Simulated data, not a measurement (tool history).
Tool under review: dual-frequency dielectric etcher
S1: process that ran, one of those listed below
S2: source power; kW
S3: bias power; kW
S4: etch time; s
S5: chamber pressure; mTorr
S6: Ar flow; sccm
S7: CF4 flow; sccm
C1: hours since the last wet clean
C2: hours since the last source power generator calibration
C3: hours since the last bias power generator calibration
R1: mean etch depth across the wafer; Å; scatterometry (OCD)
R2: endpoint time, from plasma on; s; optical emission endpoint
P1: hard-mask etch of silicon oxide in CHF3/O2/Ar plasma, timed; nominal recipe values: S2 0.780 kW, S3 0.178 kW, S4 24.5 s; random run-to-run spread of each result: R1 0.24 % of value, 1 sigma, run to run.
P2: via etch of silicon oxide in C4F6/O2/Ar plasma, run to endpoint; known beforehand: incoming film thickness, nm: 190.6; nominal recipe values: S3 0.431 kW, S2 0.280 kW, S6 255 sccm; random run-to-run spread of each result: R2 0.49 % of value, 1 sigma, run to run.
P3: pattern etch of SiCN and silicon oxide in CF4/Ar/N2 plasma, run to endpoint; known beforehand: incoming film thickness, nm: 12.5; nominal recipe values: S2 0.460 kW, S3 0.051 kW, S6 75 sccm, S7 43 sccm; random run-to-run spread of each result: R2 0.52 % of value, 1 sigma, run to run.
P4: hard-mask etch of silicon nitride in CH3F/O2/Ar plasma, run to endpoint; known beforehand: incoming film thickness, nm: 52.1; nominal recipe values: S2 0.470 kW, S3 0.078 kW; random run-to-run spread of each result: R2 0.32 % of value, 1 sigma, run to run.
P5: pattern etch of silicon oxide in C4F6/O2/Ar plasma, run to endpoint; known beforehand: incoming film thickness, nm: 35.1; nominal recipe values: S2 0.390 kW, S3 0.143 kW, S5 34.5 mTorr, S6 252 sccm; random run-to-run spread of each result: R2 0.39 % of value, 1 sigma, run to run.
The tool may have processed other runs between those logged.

| run | hour | S1 | S2 | S3 | S4 | S5 | S6 | S7 | C1 | C2 | C3 | R1 | R2 |
|---|---|---|---|---|---|---|---|---|---|---|---|---|---|
| 1 | 5.5 | P1 | 0.780 | 0.178 | 24.5 |  |  |  | 413.8 | 1163.6 | 2031.0 | 541.32 |  |
| 2 | 8.0 | P4 | 0.470 | 0.078 |  |  |  |  | 416.3 | 1166.1 | 2033.5 |  | 65.790 |
| 3 | 12.3 | P4 | 0.630 | 0.078 |  |  |  |  | 420.6 | 1170.4 | 2037.8 |  | 58.421 |
| 4 | 17.9 | P5 | 0.390 | 0.176 |  | 34.5 | 252 |  | 426.2 | 1176.0 | 2043.4 |  | 11.404 |
| 5 | 23.7 | P5 | 0.390 | 0.143 |  | 48.0 | 252 |  | 432.0 | 1181.8 | 2049.2 |  | 12.570 |
| 6 | 29.3 | P3 | 0.460 | 0.051 |  |  | 75 | 34 | 437.6 | 1187.4 | 2054.8 |  | 16.856 |
| 7 | 32.8 | P2 | 0.280 | 0.250 |  |  | 255 |  | 441.1 | 1190.9 | 2058.3 |  | 59.959 |
| 8 | 36.7 | P1 | 0.780 | 0.178 | 24.5 |  |  |  | 445.0 | 1194.8 | 2062.2 | 542.98 |  |
| 9 | 40.4 | P5 | 0.390 | 0.143 |  | 34.5 | 332 |  | 448.7 | 1198.5 | 2065.9 |  | 12.518 |
| 10 | 44.6 | P5 | 0.390 | 0.143 |  | 34.5 | 252 |  | 452.9 | 1202.7 | 2070.1 |  | 12.111 |
| 11 | 47.8 | P2 | 0.280 | 0.431 |  |  | 255 |  | 456.1 | 1205.9 | 2073.3 |  | 48.970 |
| 12 | 52.5 | P1 | 0.780 | 0.238 | 24.5 |  |  |  | 460.8 | 1210.6 | 2078.0 | 597.55 |  |
| 13 | 58.3 | P1 | 0.780 | 0.178 | 24.5 |  |  |  | 466.6 | 1216.4 | 2083.8 | 539.74 |  |
| 14 | 61.4 | P1 | 0.450 | 0.178 | 24.5 |  |  |  | 469.7 | 1219.5 | 2086.9 | 438.01 |  |
| 15 | 66.9 | P5 | 0.550 | 0.143 |  | 34.5 | 252 |  | 475.2 | 1225.0 | 2092.4 |  | 10.522 |
| 16 | 72.3 | P2 | 0.280 | 0.431 |  |  | 202 |  | 480.6 | 1230.4 | 2097.8 |  | 48.239 |
| 17 | 78.0 | P3 | 0.460 | 0.051 |  |  | 103 | 43 | 486.3 | 1236.1 | 2103.5 |  | 17.044 |
| 18 | 81.7 | P5 | 0.390 | 0.143 |  | 34.5 | 252 |  | 490.0 | 1239.8 | 2107.2 |  | 12.083 |
| 19 | 85.1 | P3 | 0.460 | 0.065 |  |  | 75 | 43 | 493.4 | 1243.2 | 2110.6 |  | 14.841 |
| 20 | 90.6 | P3 | 0.460 | 0.051 |  |  | 75 | 43 | 498.9 | 1248.7 | 2116.1 |  | 16.255 |
| 21 | 95.6 | P1 | 0.780 | 0.136 | 24.5 |  |  |  | 503.9 | 1253.7 | 2121.1 | 495.67 |  |
| 22 | 101.0 | P1 | 0.780 | 0.213 | 15.0 |  |  |  | 509.3 | 1259.1 | 2126.5 | 351.35 |  |
| 23 | 104.8 | P1 | 1.050 | 0.114 | 24.5 |  |  |  | 513.1 | 1262.9 | 2130.3 | 531.68 |  |
| 24 | 110.2 | P1 | 0.780 | 0.178 | 24.5 |  |  |  | 518.5 | 1268.3 | 2135.7 | 540.87 |  |
| 25 | 113.7 | P2 | 0.280 | 0.431 |  |  | 255 |  | 522.0 | 1271.8 | 2139.2 |  | 49.170 |
|  | 118.4 | wet clean of the chamber |
| 26 | 119.1 | P2 | 0.230 | 0.431 |  |  | 255 |  | 0.7 | 1277.2 | 2144.6 |  | 52.567 |
| 27 | 123.3 | P4 | 0.470 | 0.078 |  |  |  |  | 4.9 | 1281.4 | 2148.8 |  | 65.204 |
| 28 | 127.9 | P1 | 1.050 | 0.178 | 24.5 |  |  |  | 9.5 | 1286.0 | 2153.4 | 605.47 |  |
| 29 | 132.8 | P1 | 0.780 | 0.178 | 24.5 |  |  |  | 14.4 | 1290.9 | 2158.3 | 541.99 |  |
| 30 | 135.3 | P4 | 0.470 | 0.093 |  |  |  |  | 16.9 | 1293.4 | 2160.8 |  | 61.275 |
| 31 | 139.8 | P1 | 0.780 | 0.178 | 17.0 |  |  |  | 21.4 | 1297.9 | 2165.3 | 374.92 |  |
| 32 | 143.9 | P1 | 0.780 | 0.178 | 36.5 |  |  |  | 25.5 | 1302.0 | 2169.4 | 808.91 |  |
| 33 | 148.0 | P3 | 0.650 | 0.051 |  |  | 75 | 43 | 29.6 | 1306.1 | 2173.5 |  | 11.852 |
| 34 | 153.6 | P3 | 0.460 | 0.051 |  |  | 75 | 43 | 35.2 | 1311.7 | 2179.1 |  | 16.110 |
| 35 | 157.2 | P1 | 0.780 | 0.178 | 24.5 |  |  |  | 38.8 | 1315.3 | 2182.7 | 542.68 |  |
| 36 | 161.5 | P1 | 0.780 | 0.178 | 24.5 |  |  |  | 43.1 | 1319.6 | 2187.0 | 535.55 |  |
| 37 | 165.6 | P1 | 0.780 | 0.178 | 24.5 |  |  |  | 47.2 | 1323.7 | 2191.1 | 534.27 |  |
|  | 168.2 | wet clean of the chamber |
| 38 | 168.3 | P1 | 0.780 | 0.178 | 24.5 |  |  |  | 0.1 | 1326.4 | 2193.8 | 535.84 |  |
| 39 | 170.8 | P1 | 0.780 | 0.178 | 24.5 |  |  |  | 2.6 | 1328.9 | 2196.3 | 535.72 |  |
| 40 | 175.5 | P1 | 0.780 | 0.178 | 24.5 |  |  |  | 7.3 | 1333.6 | 2201.0 | 532.17 |  |
| 41 | 179.9 | P1 | 0.780 | 0.178 | 24.5 |  |  |  | 11.7 | 1338.0 | 2205.4 | 530.38 |  |
| 42 | 183.1 | P1 | 0.780 | 0.178 | 24.5 |  |  |  | 14.9 | 1341.2 | 2208.6 | 533.20 |  |

The output of P1 has drifted from where it used to be. Each of the 2 causes below, taken at the size shown beside it, accounts for the log equally well:
A: source power that arrives under what is set, % = 4.1
B: bias power that arrives under what is set, % = 4.8
The onset of the drift is placed at about hour 157.2.
The rest of the possible causes, and what rules out each one:
chamber walls in a state that lowers the etch rate, %: maintenance at hour 168.2, after the shift began, did not return the process to its former output

Which of the check runs below tells the causes apart, meaning the causes would give it clearly different results? Each run uses 5 wafers whose results are averaged, and each result is shown as a question mark.
| check 1 | 186.3 | P4 | 0.580 | 0.091 |  |  |  |  |  |  |  |  | ? |
| check 2 | 186.3 | P2 | 0.280 | 0.296 |  |  | 219 |  |  |  |  |  | ? |
| check 3 | 186.3 | P3 | 0.460 | 0.051 |  |  | 103 | 43 |  |  |  |  | ? |
| check 4 | 186.3 | P5 | 0.390 | 0.174 |  | 34.5 | 252 |  |  |  |  |  | ? |

Check results expected under each cause:
| check | result | if A | if B |
|---|---|---|---|
| check 1 | R2 | 58.154 | 58.235 |
| check 2 | R2 | 56.415 | 56.498 |
| check 3 | R2 | 17.765 | 17.409 |
| check 4 | R2 | 11.585 | 11.574 |
Gap, in per cent, between the two causes that each check separates least, read from the result that separates them most: check 1 0.14 %; check 2 0.15 %; check 3 2.02 %; check 4 0.1 %
The other checks would show nearly matching results whichever cause is true, so check 3 is the only one that separates the causes.

Check 3 was then run and gave: R2 17.435 s. Which cause is it?

The cause is B: bias power that arrives under what is set, %.
